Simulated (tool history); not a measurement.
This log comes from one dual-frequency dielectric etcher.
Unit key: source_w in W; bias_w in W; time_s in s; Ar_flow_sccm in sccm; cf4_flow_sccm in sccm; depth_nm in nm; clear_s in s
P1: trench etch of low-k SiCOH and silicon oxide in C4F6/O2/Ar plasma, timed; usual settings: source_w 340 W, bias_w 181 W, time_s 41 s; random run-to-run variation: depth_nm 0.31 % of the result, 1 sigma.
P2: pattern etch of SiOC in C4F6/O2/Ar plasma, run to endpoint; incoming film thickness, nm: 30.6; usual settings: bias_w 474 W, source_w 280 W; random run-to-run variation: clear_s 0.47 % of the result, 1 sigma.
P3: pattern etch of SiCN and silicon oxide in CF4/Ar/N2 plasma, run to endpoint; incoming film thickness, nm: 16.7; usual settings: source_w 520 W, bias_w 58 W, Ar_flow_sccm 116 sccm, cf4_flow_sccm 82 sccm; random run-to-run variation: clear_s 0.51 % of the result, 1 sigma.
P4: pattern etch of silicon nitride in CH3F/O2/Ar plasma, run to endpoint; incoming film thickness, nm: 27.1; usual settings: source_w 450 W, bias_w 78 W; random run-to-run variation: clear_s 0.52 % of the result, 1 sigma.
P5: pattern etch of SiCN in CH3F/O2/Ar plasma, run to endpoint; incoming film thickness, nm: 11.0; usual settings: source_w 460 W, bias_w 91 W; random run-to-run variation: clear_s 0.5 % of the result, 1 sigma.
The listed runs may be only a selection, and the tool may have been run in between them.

| run | hour | process | source_w | bias_w | time_s | Ar_flow_sccm | cf4_flow_sccm | depth_nm | clear_s |
|---|---|---|---|---|---|---|---|---|---|
| 1 | 4.0 | P1 | 340 | 181 | 41 |  |  | 129.750 |  |
| 2 | 7.4 | P4 | 450 | 59 |  |  |  |  | 40.823 |
| 3 | 12.9 | P1 | 340 | 181 | 27 |  |  | 85.219 |  |
| 4 | 17.5 | P1 | 410 | 229 | 41 |  |  | 151.270 |  |
| 5 | 21.5 | P1 | 340 | 181 | 41 |  |  | 129.990 |  |
| 6 | 24.6 | P3 | 520 | 58 |  | 90 | 82 |  | 17.143 |
| 7 | 30.4 | P5 | 660 | 91 |  |  |  |  | 22.540 |
| 8 | 33.5 | P3 | 520 | 58 |  | 116 | 82 |  | 18.024 |
| 9 | 39.3 | P1 | 340 | 233 | 41 |  |  | 141.240 |  |
| 10 | 42.2 | P3 | 640 | 58 |  | 116 | 82 |  | 14.975 |
| 11 | 45.1 | P5 | 460 | 91 |  |  |  |  | 25.857 |
| 12 | 51.2 | P1 | 220 | 181 | 41 |  |  | 109.200 |  |
| 13 | 57.2 | P5 | 460 | 109 |  |  |  |  | 24.027 |
| 14 | 62.6 | P2 | 280 | 474 |  |  |  |  | 11.870 |
| 15 | 67.0 | P3 | 520 | 58 |  | 116 | 109 |  | 17.133 |
| 16 | 72.5 | P4 | 450 | 78 |  |  |  |  | 37.418 |
| 17 | 78.0 | P1 | 340 | 181 | 41 |  |  | 129.310 |  |
| 18 | 80.9 | P1 | 400 | 181 | 41 |  |  | 137.620 |  |
| 19 | 86.0 | P1 | 340 | 137 | 41 |  |  | 118.960 |  |
| 20 | 92.0 | P2 | 280 | 361 |  |  |  |  | 13.096 |
| 21 | 96.0 | P3 | 520 | 70 |  | 116 | 82 |  | 16.984 |
| 22 | 102.4 | P1 | 340 | 181 | 41 |  |  | 130.220 |  |
| 23 | 106.9 | P2 | 280 | 474 |  |  |  |  | 11.819 |
| 24 | 112.4 | P4 | 300 | 78 |  |  |  |  | 43.896 |
|  | 114.1 | wet clean of the chamber |
| 25 | 117.0 | P1 | 340 | 181 | 41 |  |  | 129.900 |  |
| 26 | 123.0 | P1 | 340 | 181 | 41 |  |  | 130.080 |  |
|  | 123.9 | source power generator calibrated |
| 27 | 127.7 | P4 | 450 | 78 |  |  |  |  | 37.217 |
| 28 | 131.7 | P1 | 340 | 181 | 58 |  |  | 183.720 |  |
| 29 | 134.7 | P2 | 230 | 474 |  |  |  |  | 12.694 |
| 30 | 139.1 | P5 | 460 | 91 |  |  |  |  | 25.863 |
| 31 | 144.4 | P1 | 340 | 181 | 41 |  |  | 129.060 |  |
| 32 | 147.2 | P1 | 340 | 181 | 41 |  |  | 130.770 |  |
| 33 | 152.4 | P1 | 340 | 181 | 41 |  |  | 131.410 |  |
| 34 | 155.5 | P1 | 340 | 181 | 41 |  |  | 130.550 |  |
| 35 | 160.1 | P1 | 340 | 181 | 41 |  |  | 131.650 |  |
|  | 162.8 | wet clean of the chamber |
| 36 | 166.0 | P1 | 340 | 181 | 41 |  |  | 131.830 |  |
| 37 | 171.7 | P1 | 340 | 181 | 41 |  |  | 132.000 |  |
| 38 | 176.0 | P1 | 340 | 181 | 41 |  |  | 132.100 |  |
| 39 | 181.1 | P1 | 340 | 181 | 41 |  |  | 131.440 |  |

P1 has crept away from where it was. The log is fitted equally well by each of these 2 causes, at the sizes shown:
A: bias power that arrives over what is set, % = 4.97
B: source power that arrives over what is set, % = 4.1
At approximately hour 144.4, the process output began to creep.
All other causes, with the reason each is excluded:
chamber walls in a state that raises the etch rate, %: work on it at hour 162.8, done after the drift set in, did not restore what the process gave before

You are offered 4 check runs, listed below with question marks in place of their results; each one averages 5 wafers. Which run separates the listed causes by giving clearly different results for each?
| check 1 | 186.2 | P5 | 460 | 91 |  |  |  |  | ? |
| check 2 | 186.2 | P2 | 280 | 474 |  |  |  |  | ? |
| check 3 | 186.2 | P4 | 450 | 78 |  |  |  |  | ? |
| check 4 | 186.2 | P3 | 520 | 58 |  | 116 | 82 |  | ? |

Predicted outcomes, by check and by cause:
| check | result | if A | if B |
|---|---|---|---|
| check 1 | clear_s | 25.348 | 25.423 |
| check 2 | clear_s | 11.619 | 11.661 |
| check 3 | clear_s | 36.720 | 36.780 |
| check 4 | clear_s | 17.734 | 17.378 |
Distance between the nearest two causes, measured in the result of the check that separates them most: check 1 0.29 %; check 2 0.36 %; check 3 0.16 %; check 4 2.03 %
Only check 4 tells the causes apart: in the others they would give nearly the same result.

Check 4 was then run and gave: clear_s 17.397 s. Which cause is it?

The correct cause is B, namely: source power that arrives over what is set, %.

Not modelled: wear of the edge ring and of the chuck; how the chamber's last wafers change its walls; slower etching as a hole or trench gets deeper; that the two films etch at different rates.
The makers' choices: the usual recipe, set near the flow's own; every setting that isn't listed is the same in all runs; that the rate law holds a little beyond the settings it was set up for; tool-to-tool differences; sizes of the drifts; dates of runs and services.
